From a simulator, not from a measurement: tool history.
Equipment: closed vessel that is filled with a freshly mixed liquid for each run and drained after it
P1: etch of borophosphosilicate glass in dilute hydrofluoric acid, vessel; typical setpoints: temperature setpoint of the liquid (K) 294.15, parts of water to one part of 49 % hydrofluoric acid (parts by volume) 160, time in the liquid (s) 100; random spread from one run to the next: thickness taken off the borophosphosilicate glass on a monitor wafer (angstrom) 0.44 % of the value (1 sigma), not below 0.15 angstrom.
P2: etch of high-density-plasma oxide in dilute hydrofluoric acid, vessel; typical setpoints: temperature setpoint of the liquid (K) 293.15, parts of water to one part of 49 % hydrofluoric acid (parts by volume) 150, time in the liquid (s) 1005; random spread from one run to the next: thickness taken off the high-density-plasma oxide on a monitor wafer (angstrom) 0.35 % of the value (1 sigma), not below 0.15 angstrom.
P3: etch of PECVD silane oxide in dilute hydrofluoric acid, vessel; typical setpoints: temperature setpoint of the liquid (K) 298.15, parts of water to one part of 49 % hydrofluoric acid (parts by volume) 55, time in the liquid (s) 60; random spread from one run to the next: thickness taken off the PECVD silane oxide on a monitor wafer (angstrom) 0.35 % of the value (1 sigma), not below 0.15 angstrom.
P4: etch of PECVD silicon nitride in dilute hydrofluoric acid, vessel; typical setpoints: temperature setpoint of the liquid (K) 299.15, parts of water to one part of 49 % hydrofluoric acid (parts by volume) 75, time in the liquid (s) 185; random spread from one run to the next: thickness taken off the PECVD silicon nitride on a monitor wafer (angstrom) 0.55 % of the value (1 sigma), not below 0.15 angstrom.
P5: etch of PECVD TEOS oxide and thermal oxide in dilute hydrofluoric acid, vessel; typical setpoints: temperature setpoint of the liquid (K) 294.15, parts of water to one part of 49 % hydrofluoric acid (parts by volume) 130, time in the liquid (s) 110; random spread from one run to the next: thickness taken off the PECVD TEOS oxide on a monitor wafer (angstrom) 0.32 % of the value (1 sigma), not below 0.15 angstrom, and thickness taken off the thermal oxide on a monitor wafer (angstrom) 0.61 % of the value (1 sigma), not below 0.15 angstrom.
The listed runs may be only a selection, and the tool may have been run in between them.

run,hour,process that ran,temperature setpoint of the liquid (K),parts of water to one part of 49 % hydrofluoric acid (parts by volume),time in the liquid (s),thickness taken off the borophosphosilicate glass on a monitor wafer (angstrom),thickness taken off the PECVD silicon nitride on a monitor wafer (angstrom),thickness taken off the PECVD TEOS oxide on a monitor wafer (angstrom),thickness taken off the thermal oxide on a monitor wafer (angstrom),thickness taken off the high-density-plasma oxide on a monitor wafer (angstrom),thickness taken off the PECVD silane oxide on a monitor wafer (angstrom)
1,3.8,P1,294.15,160,100,377.56,,,,,
2,6,P1,294.15,160,195,737.41,,,,,
3,9.5,P4,299.15,45,185,,89.005,,,,
4,12.9,P1,302.15,160,155,794.35,,,,,
5,14.9,P5,294.15,215,110,,,49.36,17.9,,
6,17.5,P2,293.15,150,1005,,,,,335.01,
7,21.1,P3,298.15,100,60,,,,,,93.108
8,24,P1,290.15,160,100,322.53,,,,,
9,26.4,P1,294.15,160,30,113.77,,,,,
10,29.2,P5,294.15,130,110,,,89.393,32.576,,
11,32.7,P1,294.15,160,100,380.6,,,,,
12,37.1,P4,299.15,75,185,,53.735,,,,
13,40.8,P4,299.15,75,30,,8.9531,,,,
14,44,P2,293.15,65,1005,,,,,843.03,
15,48.3,P2,293.15,150,1005,,,,,332.95,
16,51.1,P2,301.15,150,1005,,,,,448.83,
17,54.3,P1,290.15,35,100,1689.5,,,,,
18,57,P3,298.15,55,90,,,,,,269.82
19,60.8,P1,294.15,160,100,378.83,,,,,
20,63.7,P2,293.15,150,1560,,,,,518.71,
21,66.4,P1,294.15,160,100,381.7,,,,,
22,69.7,P5,302.15,130,110,,,121.52,44.584,,
23,72.7,P4,299.15,75,185,,53.77,,,,
24,74.7,P1,294.15,245,100,226.65,,,,,
25,77.7,P1,294.15,75,100,889.04,,,,,
26,81.5,P3,298.15,55,60,,,,,,181.13
27,85.9,P4,304.15,75,185,,73.974,,,,
28,89.2,P1,294.15,160,100,380.68,,,,,
29,93,P3,306.15,55,60,,,,,,247.86
30,95.3,P3,298.15,55,60,,,,,,180.87
31,99.1,P5,294.15,130,30,,,23.947,9.0278,,
32,101.9,P1,298.15,160,100,445.03,,,,,
33,105.6,P1,294.15,160,100,379.62,,,,,
34,108.4,P1,294.15,160,100,389.01,,,,,
35,110.9,P1,294.15,160,100,399.51,,,,,
36,114.6,P1,294.15,160,100,404.07,,,,,
37,117.5,P1,294.15,160,100,402.66,,,,,
38,120.5,P1,294.15,160,100,403.79,,,,,
39,123.8,P1,294.15,160,100,405.43,,,,,

P1 no longer gives what it gave before; its output has crept away from where it was. The following 2 causes, each at its listed size, fit the log equally well:
A: hydrofluoric acid flow above the setpoint (%) = 5.81
B: liquid hotter than its thermometer reads (K) = 1.7
The drift started at roughly hour 105.6.

4 check runs are offered, each on 5 wafers whose results are averaged, their results left as question marks. Which one tells the causes apart?
check 1,127.1,P2,297.65,150,1005,,,,,?,
check 2,127.1,P5,301.65,130,110,,,?,?,,
check 3,127.1,P4,299.15,75,30,,?,,,,
check 4,127.1,P3,305.65,55,60,,,,,,?

Check results expected under each cause:
check,result,if A,if B
check 1,thickness taken off the high-density-plasma oxide on a monitor wafer (angstrom),423.06,422.23
check 2,thickness taken off the PECVD TEOS oxide on a monitor wafer (angstrom),126.95,126.53
check 2,thickness taken off the thermal oxide on a monitor wafer (angstrom),46.6,46.446
check 3,thickness taken off the PECVD silicon nitride on a monitor wafer (angstrom),9.2127,9.733
check 4,thickness taken off the PECVD silane oxide on a monitor wafer (angstrom),258.2,259.04
Separation of the two closest causes in each check, using whichever result separates them best: check 1 0.2 %; check 2 0.33 %; check 3 5.49 %; check 4 0.32 %
Check 3 tells the causes apart: in the others they would give nearly the same result.

With check 3 done, the readings were: thickness taken off the PECVD silicon nitride on a monitor wafer (angstrom) 9.7052. Identify which of the listed causes applies.

The cause is B: liquid hotter than its thermometer reads (K).
